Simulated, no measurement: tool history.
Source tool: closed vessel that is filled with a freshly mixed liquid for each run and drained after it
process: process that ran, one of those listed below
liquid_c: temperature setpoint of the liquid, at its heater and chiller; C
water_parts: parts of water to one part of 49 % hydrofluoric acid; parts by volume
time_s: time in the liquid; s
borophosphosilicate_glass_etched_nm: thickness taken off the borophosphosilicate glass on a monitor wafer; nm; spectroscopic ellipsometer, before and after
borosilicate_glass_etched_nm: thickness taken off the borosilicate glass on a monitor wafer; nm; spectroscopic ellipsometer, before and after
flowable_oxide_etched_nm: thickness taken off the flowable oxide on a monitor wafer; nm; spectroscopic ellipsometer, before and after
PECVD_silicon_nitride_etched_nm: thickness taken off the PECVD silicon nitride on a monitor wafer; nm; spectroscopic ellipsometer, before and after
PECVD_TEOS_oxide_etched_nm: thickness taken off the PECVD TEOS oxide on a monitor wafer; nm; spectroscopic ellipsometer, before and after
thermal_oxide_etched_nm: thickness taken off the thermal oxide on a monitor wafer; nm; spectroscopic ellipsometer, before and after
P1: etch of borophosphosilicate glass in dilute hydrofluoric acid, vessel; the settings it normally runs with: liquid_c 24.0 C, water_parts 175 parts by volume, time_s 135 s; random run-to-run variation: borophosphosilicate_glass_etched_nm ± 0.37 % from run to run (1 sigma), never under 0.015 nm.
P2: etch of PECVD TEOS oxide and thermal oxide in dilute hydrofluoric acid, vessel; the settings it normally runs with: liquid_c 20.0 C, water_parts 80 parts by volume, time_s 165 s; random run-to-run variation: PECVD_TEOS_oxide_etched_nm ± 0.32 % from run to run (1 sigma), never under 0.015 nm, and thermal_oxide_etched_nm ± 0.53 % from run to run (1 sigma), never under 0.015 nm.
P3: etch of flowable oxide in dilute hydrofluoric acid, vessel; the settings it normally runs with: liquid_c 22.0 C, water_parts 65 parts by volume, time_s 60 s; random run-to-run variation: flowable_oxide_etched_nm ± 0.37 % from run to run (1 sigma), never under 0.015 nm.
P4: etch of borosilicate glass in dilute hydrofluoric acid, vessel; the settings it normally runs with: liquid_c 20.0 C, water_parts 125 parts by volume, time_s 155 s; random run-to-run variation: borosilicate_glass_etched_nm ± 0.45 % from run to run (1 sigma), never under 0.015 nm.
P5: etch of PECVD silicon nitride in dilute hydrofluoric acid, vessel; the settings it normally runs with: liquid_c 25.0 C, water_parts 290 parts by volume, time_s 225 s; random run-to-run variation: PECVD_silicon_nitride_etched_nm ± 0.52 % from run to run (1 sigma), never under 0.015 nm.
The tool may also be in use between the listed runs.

run   hour  process  liquid_c  water_parts  time_s  hours since the thermometer was replaced  hours since the hydrofluoric acid flow meter was replaced  borophosphosilicate_glass_etched_nm  borosilicate_glass_etched_nm  flowable_oxide_etched_nm  PECVD_silicon_nitride_etched_nm  PECVD_TEOS_oxide_etched_nm  thermal_oxide_etched_nm
  1    2.8       P1      24.0          175     135                                     206.1                                                       67.1                               29.477
  2    5.1       P4      20.0          125     155                                     208.4                                                       69.4                                                             54.369
  3    8.3       P3      22.0           65      60                                     211.6                                                       72.6                                                                                       21.693
  4   13.1       P5      25.0          290     225                                     216.4                                                       77.4                                                                                                                        4.7322
  5   15.7       P5      25.0          290     390                                     219.0                                                       80.0                                                                                                                        8.0923
  6   19.7       P1      24.0          175     135                                     223.0                                                       84.0                               29.618
  7   22.2       P5      18.0          290     225                                     225.5                                                       86.5                                                                                                                        2.9909
  8   24.8       P3      22.0          110      60                                     228.1                                                       89.1                                                                                       12.272
  9   26.9       P4      20.0          125     240                                     230.2                                                       91.2                                                             84.594
 10   31.5       P1      24.0          260     135                                     234.8                                                       95.8                               18.211
 11   34.4       P1      24.0          175     135                                     237.7                                                       98.7                               29.572
 12   36.9       P2      20.0           80      30                                     240.2                                                      101.2                                                                                                                                                    3.1501                   1.5239
 13   41.4       P2      20.0          140     165                                     244.7                                                      105.7                                                                                                                                                    9.2638                   4.5232
 14   44.9       P1      24.0          265     220                                     248.2                                                      109.2                               28.832
 15   47.6       P1      31.0          175     135                                     250.9                                                      111.9                               38.016
 16   50.0       P1      24.0           65     135                                     253.3                                                      114.3                               90.112
 17   53.8       P5      25.0          290     225                                     257.1                                                      118.1                                                                                                                        4.7129
 18   58.0       P2      20.0           80     165                                     261.3                                                      122.3                                                                                                                                                   17.3770                   8.6330
 19   60.5       P1      24.0          175     230                                     263.8                                                      124.8                               50.259
 20   64.8       P3      28.5           65      60                                     268.1                                                      129.1                                                                                       28.359
 21   67.1       P3      22.0           65      90                                     270.4                                                      131.4                                                                                       32.690
 22   71.4       P1      24.0          175      70                                     274.7                                                      135.7                               15.424
 23   74.1       P1      17.0          175     135                                     277.4                                                      138.4                               22.547
 24   77.0       P4      20.0          210     155                                     280.3                                                      141.3                                                             29.665
 25   81.0       P2      17.0           80     165                                     284.3                                                      145.3                                                                                                                                                   15.2840                   7.5151
 26   85.6       P4      26.5          125     155                                     288.9                                                      149.9                                                             70.013
 27   89.0       P4      20.0          125     155                                     292.3                                                      153.3                                                             54.542
 28   91.5       P1      24.0          175     135                                     294.8                                                      155.8                               29.561
 29   94.0       P5      25.0          485     225                                     297.3                                                      158.3                                                                                                                        2.8113
 30   98.3       P1      24.0          175     135                                     301.6                                                      162.6                               29.582
 31  102.0       P1      24.0          175     135                                     305.3                                                      166.3                               28.919
 32  105.0       P1      24.0          175     135                                     308.3                                                      169.3                               28.752
 33  109.1       P1      24.0          175     135                                     312.4                                                      173.4                               28.238
 34  112.5       P1      24.0          175     135                                     315.8                                                      176.8                               28.190
 35  117.1       P1      24.0          175     135                                     320.4                                                      181.4                               27.908
 36  121.9       P1      24.0          175     135                                     325.2                                                      186.2                               27.652
 37  125.7       P1      24.0          175     135                                     329.0                                                      190.0                               27.771
 38  129.2       P1      24.0          175     135                                     332.5                                                      193.5                               27.500
 39  133.9       P1      24.0          175     135                                     337.2                                                      198.2                               27.458
 40  137.1       P1      24.0          175     135                                     340.4                                                      201.4                               27.410
 41  140.2       P1      24.0          175     135                                     343.5                                                      204.5                               27.559

What P1 gives has crept away from where it was. These 2 causes fit the log equally well, each at the size given:
A: liquid colder than its thermometer reads (K) = 1.9
B: hydrofluoric acid flow below the setpoint (%) = 5.83
The drift started at roughly hour 98.3.

4 check runs are offered, one wafer each, their results left as question marks. Which one tells the causes apart?
check 1  143.3       P4      20.0          160     155                                                                                                                                                                       ?
check 2  143.3       P5      19.5          290     350                                                                                                                                                                                                                                  ?
check 3  143.3       P2      20.0          135      80                                                                                                                                                                                                                                                              ?                        ?
check 4  143.3       P3      26.0          100      60                                                                                                                                                                                                 ?

Check results expected under each cause:
  check                           result    if A    if B
check 1     borosilicate_glass_etched_nm  38.010  38.226
check 2  PECVD_silicon_nitride_etched_nm  4.5874  4.8952
check 3       PECVD_TEOS_oxide_etched_nm  4.3386  4.3740
check 3          thermal_oxide_etched_nm  2.1405  2.1579
check 4         flowable_oxide_etched_nm  14.776  14.873
Separation of the two closest causes in each check, using whichever result separates them best: check 1 0.57 %; check 2 6.49 %; check 3 0.81 %; check 4 0.66 %
The other checks would show nearly matching results whichever cause is true, so check 2 is the only one that separates the causes.

Check 2 was then run and gave: PECVD_silicon_nitride_etched_nm 4.6121 nm. Which cause is it?

It was cause A: liquid colder than its thermometer reads (K).
